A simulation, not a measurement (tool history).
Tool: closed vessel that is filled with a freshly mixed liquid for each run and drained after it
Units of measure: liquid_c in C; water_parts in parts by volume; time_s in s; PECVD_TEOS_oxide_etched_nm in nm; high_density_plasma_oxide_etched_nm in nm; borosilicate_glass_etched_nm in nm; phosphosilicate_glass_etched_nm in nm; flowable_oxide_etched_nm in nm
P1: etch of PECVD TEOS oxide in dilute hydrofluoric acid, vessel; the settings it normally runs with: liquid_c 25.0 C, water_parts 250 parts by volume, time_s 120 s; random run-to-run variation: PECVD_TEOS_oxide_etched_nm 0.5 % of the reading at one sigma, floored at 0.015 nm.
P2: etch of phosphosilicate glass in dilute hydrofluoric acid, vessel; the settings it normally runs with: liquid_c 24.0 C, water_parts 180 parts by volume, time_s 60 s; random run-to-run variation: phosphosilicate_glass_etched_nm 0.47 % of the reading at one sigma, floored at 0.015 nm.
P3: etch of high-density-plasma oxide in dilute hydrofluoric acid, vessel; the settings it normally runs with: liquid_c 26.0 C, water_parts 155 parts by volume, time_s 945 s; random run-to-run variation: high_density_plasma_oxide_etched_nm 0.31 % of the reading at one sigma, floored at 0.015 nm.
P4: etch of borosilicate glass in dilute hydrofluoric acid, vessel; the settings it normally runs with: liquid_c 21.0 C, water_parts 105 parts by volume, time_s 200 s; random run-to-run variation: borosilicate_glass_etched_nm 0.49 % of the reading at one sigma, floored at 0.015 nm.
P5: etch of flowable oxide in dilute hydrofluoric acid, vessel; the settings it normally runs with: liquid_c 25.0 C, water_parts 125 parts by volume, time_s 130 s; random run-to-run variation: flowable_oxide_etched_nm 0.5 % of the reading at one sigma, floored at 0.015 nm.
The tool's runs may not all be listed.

run,day,process,liquid_c,water_parts,time_s,hours since the thermometer was replaced,hours since the hydrofluoric acid flow meter was replaced,PECVD_TEOS_oxide_etched_nm,high_density_plasma_oxide_etched_nm,borosilicate_glass_etched_nm,phosphosilicate_glass_etched_nm,flowable_oxide_etched_nm
1,0.392,P1,25.0,250,120,1139.9,267.4,5.2474,,,,
2,0.904,P3,26.0,155,945,1152.2,279.7,,52.718,,,
3,1.438,P1,25.0,250,120,1165.0,292.5,5.3200,,,,
4,2.092,P1,17.5,250,120,1180.7,308.2,4.0419,,,,
5,2.529,P4,21.0,105,200,1191.2,318.7,,,42.922,,
6,3.058,P2,24.0,180,30,1203.9,331.4,,,,30.627,
7,3.721,P3,26.0,155,200,1219.8,347.3,,11.138,,,
8,4.008,P2,24.0,180,60,1226.7,354.2,,,,61.663,
9,4.292,P3,34.0,155,945,1233.5,361.0,,70.085,,,
10,4.833,P1,25.0,250,120,1246.5,374.0,5.2510,,,,
11,5.142,P1,25.0,250,120,1253.9,381.4,5.3389,,,,
12,5.746,P3,26.0,280,945,1268.4,395.9,,25.384,,,
# day 5.858: hydrofluoric acid flow meter replaced
13,6.317,P1,25.0,360,120,1282.1,11.0,3.3109,,,,
14,6.792,P2,24.0,60,60,1293.5,22.4,,,,213.520,
15,7.308,P1,25.0,250,55,1305.9,34.8,2.4233,,,,
16,7.712,P5,25.0,50,130,1315.6,44.5,,,,,114.600
17,8.042,P1,31.0,380,120,1323.5,52.4,3.7304,,,,
18,8.392,P1,25.0,390,220,1331.9,60.8,5.4311,,,,
19,8.738,P1,25.0,250,120,1340.2,69.1,5.2207,,,,
20,9.367,P4,17.0,105,200,1355.3,84.2,,,36.738,,
21,9.871,P1,33.0,250,120,1367.4,96.3,6.9233,,,,
22,10.200,P4,21.0,105,90,1375.3,104.2,,,19.371,,
23,10.633,P5,25.0,125,260,1385.7,114.6,,,,,82.952
24,10.950,P5,32.5,125,130,1393.3,122.2,,,,,54.341
25,11.346,P2,24.0,180,60,1402.8,131.7,,,,61.595,
26,11.967,P2,30.5,180,60,1417.7,146.6,,,,78.690,
27,12.479,P1,25.0,250,120,1430.0,158.9,5.3017,,,,
28,12.883,P1,25.0,90,120,1439.7,168.6,17.7250,,,,
29,13.450,P4,21.0,25,200,1453.3,182.2,,,200.080,,
30,13.988,P5,25.0,125,130,1466.2,195.1,,,,,41.575
31,14.304,P1,25.0,250,210,1473.8,202.7,9.2315,,,,
32,14.946,P1,25.0,250,120,1489.2,218.1,5.3173,,,,
33,15.433,P1,25.0,250,120,1500.9,229.8,5.4735,,,,
34,16.021,P1,25.0,250,120,1515.0,243.9,5.5259,,,,
35,16.625,P1,25.0,250,120,1529.5,258.4,5.6189,,,,
36,17.217,P1,25.0,250,120,1543.7,272.6,5.6474,,,,
37,17.700,P1,25.0,250,120,1555.3,284.2,5.6908,,,,
38,18.317,P1,25.0,250,120,1570.1,299.0,5.6575,,,,
39,18.817,P1,25.0,250,120,1582.1,311.0,5.7155,,,,
40,19.242,P1,25.0,250,120,1592.3,321.2,5.6910,,,,
41,19.779,P1,25.0,250,120,1605.2,334.1,5.6970,,,,
42,20.383,P1,25.0,250,120,1619.7,348.6,5.7280,,,,

The log shows P1 creeping away from where it was. Any of the 2 causes listed here, at the size stated for it, fits the log just as well as the others:
A: liquid hotter than its thermometer reads (K) = 2.27
B: hydrofluoric acid flow above the setpoint (%) = 6.52
Onset of the creep was near day 14.946.

Each of the check runs listed below is run on 2 wafers and reports their average, with the results left as question marks. Pick the one under which the possible causes would lead to clearly different results.
check 1,20.988,P4,17.0,40,200,,,,,?,,
check 2,20.988,P2,28.0,180,60,,,,,,?,
check 3,20.988,P5,32.0,125,235,,,,,,,?
check 4,20.988,P3,34.0,155,945,,,,?,,,

What each check would give under each cause:
check,result,if A,if B
check 1,borosilicate_glass_etched_nm,113.730,110.080
check 2,phosphosilicate_glass_etched_nm,77.276,76.976
check 3,flowable_oxide_etched_nm,105.780,105.080
check 4,high_density_plasma_oxide_etched_nm,75.661,75.644
Smallest distance between any two causes, each pair judged by its most separating result, in per cent: check 1 3.26 %; check 2 0.39 %; check 3 0.67 %; check 4 0.02 %
Check 1 distinguishes between the causes, while the remaining checks would return nearly the same result for all of them.

The results of check 1 are: borosilicate_glass_etched_nm 110.150 nm. Based on these, which of the listed causes is it?

The correct cause is B, namely: hydrofluoric acid flow above the setpoint (%).
